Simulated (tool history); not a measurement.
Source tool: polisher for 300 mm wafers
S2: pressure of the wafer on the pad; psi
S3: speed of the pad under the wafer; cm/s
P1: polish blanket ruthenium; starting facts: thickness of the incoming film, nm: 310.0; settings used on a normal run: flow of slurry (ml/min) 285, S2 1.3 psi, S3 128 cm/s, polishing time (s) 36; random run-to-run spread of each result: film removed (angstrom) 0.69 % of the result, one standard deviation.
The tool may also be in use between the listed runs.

Run 1, day 0.658: flow of slurry (ml/min) 285, S2 1.3 psi, S3 128 cm/s, polishing time (s) 36. Result: film removed (angstrom) 377.32.
Run 2, day 1.204: flow of slurry (ml/min) 285, S2 1.3 psi, S3 128 cm/s, polishing time (s) 18. Result: film removed (angstrom) 186.74.
Run 3, day 1.671: flow of slurry (ml/min) 170, S2 1.3 psi, S3 128 cm/s, polishing time (s) 23. Result: film removed (angstrom) 223.72.
Run 4, day 2.112: flow of slurry (ml/min) 285, S2 1.3 psi, S3 198 cm/s, polishing time (s) 36. Result: film removed (angstrom) 577.69.
Run 5, day 2.679: flow of slurry (ml/min) 360, S2 1.3 psi, S3 128 cm/s, polishing time (s) 36. Result: film removed (angstrom) 376.07.
Run 6, day 3.267: flow of slurry (ml/min) 285, S2 1.3 psi, S3 128 cm/s, polishing time (s) 36. Result: film removed (angstrom) 371.85.
Run 7, day 3.629: flow of slurry (ml/min) 285, S2 1.3 psi, S3 128 cm/s, polishing time (s) 36. Result: film removed (angstrom) 377.95.
Run 8, day 4.138: flow of slurry (ml/min) 285, S2 0.8 psi, S3 128 cm/s, polishing time (s) 36. Result: film removed (angstrom) 228.76.
At day 4.375: slurry nozzle cleaned.
Run 9, day 4.554: flow of slurry (ml/min) 285, S2 1.3 psi, S3 128 cm/s, polishing time (s) 36. Result: film removed (angstrom) 370.25.
Run 10, day 5.096: flow of slurry (ml/min) 285, S2 1.3 psi, S3 128 cm/s, polishing time (s) 50. Result: film removed (angstrom) 520.67.
Run 11, day 5.512: flow of slurry (ml/min) 285, S2 1.3 psi, S3 128 cm/s, polishing time (s) 36. Result: film removed (angstrom) 367.49.
Run 12, day 6.071: flow of slurry (ml/min) 285, S2 1.3 psi, S3 94 cm/s, polishing time (s) 26. Result: film removed (angstrom) 196.79.
Run 13, day 6.688: flow of slurry (ml/min) 285, S2 1.3 psi, S3 128 cm/s, polishing time (s) 36. Result: film removed (angstrom) 372.14.
Run 14, day 7.404: flow of slurry (ml/min) 285, S2 1.3 psi, S3 66 cm/s, polishing time (s) 36. Result: film removed (angstrom) 189.62.
Run 15, day 8.125: flow of slurry (ml/min) 170, S2 1.3 psi, S3 128 cm/s, polishing time (s) 36. Result: film removed (angstrom) 346.00.
Run 16, day 8.800: flow of slurry (ml/min) 285, S2 1.9 psi, S3 128 cm/s, polishing time (s) 36. Result: film removed (angstrom) 551.20.
Run 17, day 9.196: flow of slurry (ml/min) 285, S2 1.3 psi, S3 128 cm/s, polishing time (s) 36. Result: film removed (angstrom) 370.83.
Run 18, day 9.833: flow of slurry (ml/min) 285, S2 1.3 psi, S3 128 cm/s, polishing time (s) 36. Result: film removed (angstrom) 364.74.
Run 19, day 10.192: flow of slurry (ml/min) 285, S2 1.3 psi, S3 128 cm/s, polishing time (s) 36. Result: film removed (angstrom) 359.30.
Run 20, day 10.792: flow of slurry (ml/min) 285, S2 1.3 psi, S3 128 cm/s, polishing time (s) 36. Result: film removed (angstrom) 362.08.
Run 21, day 11.192: flow of slurry (ml/min) 285, S2 1.3 psi, S3 128 cm/s, polishing time (s) 36. Result: film removed (angstrom) 356.61.
At day 11.258: head pressure recalibrated.
Run 22, day 11.779: flow of slurry (ml/min) 285, S2 1.3 psi, S3 128 cm/s, polishing time (s) 36. Result: film removed (angstrom) 356.24.
Run 23, day 12.342: flow of slurry (ml/min) 285, S2 1.3 psi, S3 128 cm/s, polishing time (s) 36. Result: film removed (angstrom) 354.58.
Run 24, day 12.946: flow of slurry (ml/min) 285, S2 1.3 psi, S3 128 cm/s, polishing time (s) 36. Result: film removed (angstrom) 352.37.
Run 25, day 13.483: flow of slurry (ml/min) 285, S2 1.3 psi, S3 128 cm/s, polishing time (s) 36. Result: film removed (angstrom) 354.87.
Run 26, day 13.867: flow of slurry (ml/min) 285, S2 1.3 psi, S3 128 cm/s, polishing time (s) 36. Result: film removed (angstrom) 353.52.
Run 27, day 14.308: flow of slurry (ml/min) 285, S2 1.3 psi, S3 128 cm/s, polishing time (s) 36. Result: film removed (angstrom) 354.34.
Run 28, day 14.833: flow of slurry (ml/min) 285, S2 1.3 psi, S3 128 cm/s, polishing time (s) 36. Result: film removed (angstrom) 358.19.

What P1 gives has crept away from where it was. These 2 causes fit the log equally well, each at the size given:
A: slurry flow missing at the pad, % = 36.5
B: removal rate lost through wear of the pad, % = 5.21
Onset of the creep was near day 9.196.
What rules out each remaining cause:
head's pressure below its setpoint, %: serviced at day 11.258, after the change had begun; the process did not return to its earlier output

Below are 4 check runs, each averaged over 3 wafers, with their results shown as question marks. Which of them would give clearly different results depending on which cause is behind the drift?
Run check 1, day 15.358: flow of slurry (ml/min) 285, S2 1.3 psi, S3 198 cm/s, polishing time (s) 36. Result: film removed (angstrom) ?.
Run check 2, day 15.358: flow of slurry (ml/min) 170, S2 1.3 psi, S3 70 cm/s, polishing time (s) 36. Result: film removed (angstrom) ?.
Run check 3, day 15.358: flow of slurry (ml/min) 285, S2 1.3 psi, S3 196 cm/s, polishing time (s) 50. Result: film removed (angstrom) ?.
Run check 4, day 15.358: flow of slurry (ml/min) 285, S2 1.3 psi, S3 80 cm/s, polishing time (s) 36. Result: film removed (angstrom) ?.

Predicted outcomes, by check and by cause:
  check                   result    if A    if B
check 1  film removed (angstrom)  545.50  545.57
check 2  film removed (angstrom)  175.18  181.10
check 3  film removed (angstrom)  749.99  750.08
check 4  film removed (angstrom)  220.41  220.43
Smallest distance between any two causes, each pair judged by its most separating result, in per cent: check 1 0.01 %; check 2 3.33 %; check 3 0.01 %; check 4 0.01 %
Only in check 2 would the causes give clearly different results; in the remaining checks their results would be nearly the same.

After running check 2, the following was obtained: film removed (angstrom) 179.74. Which cause does this point to?

B is the cause: removal rate lost through wear of the pad, %.
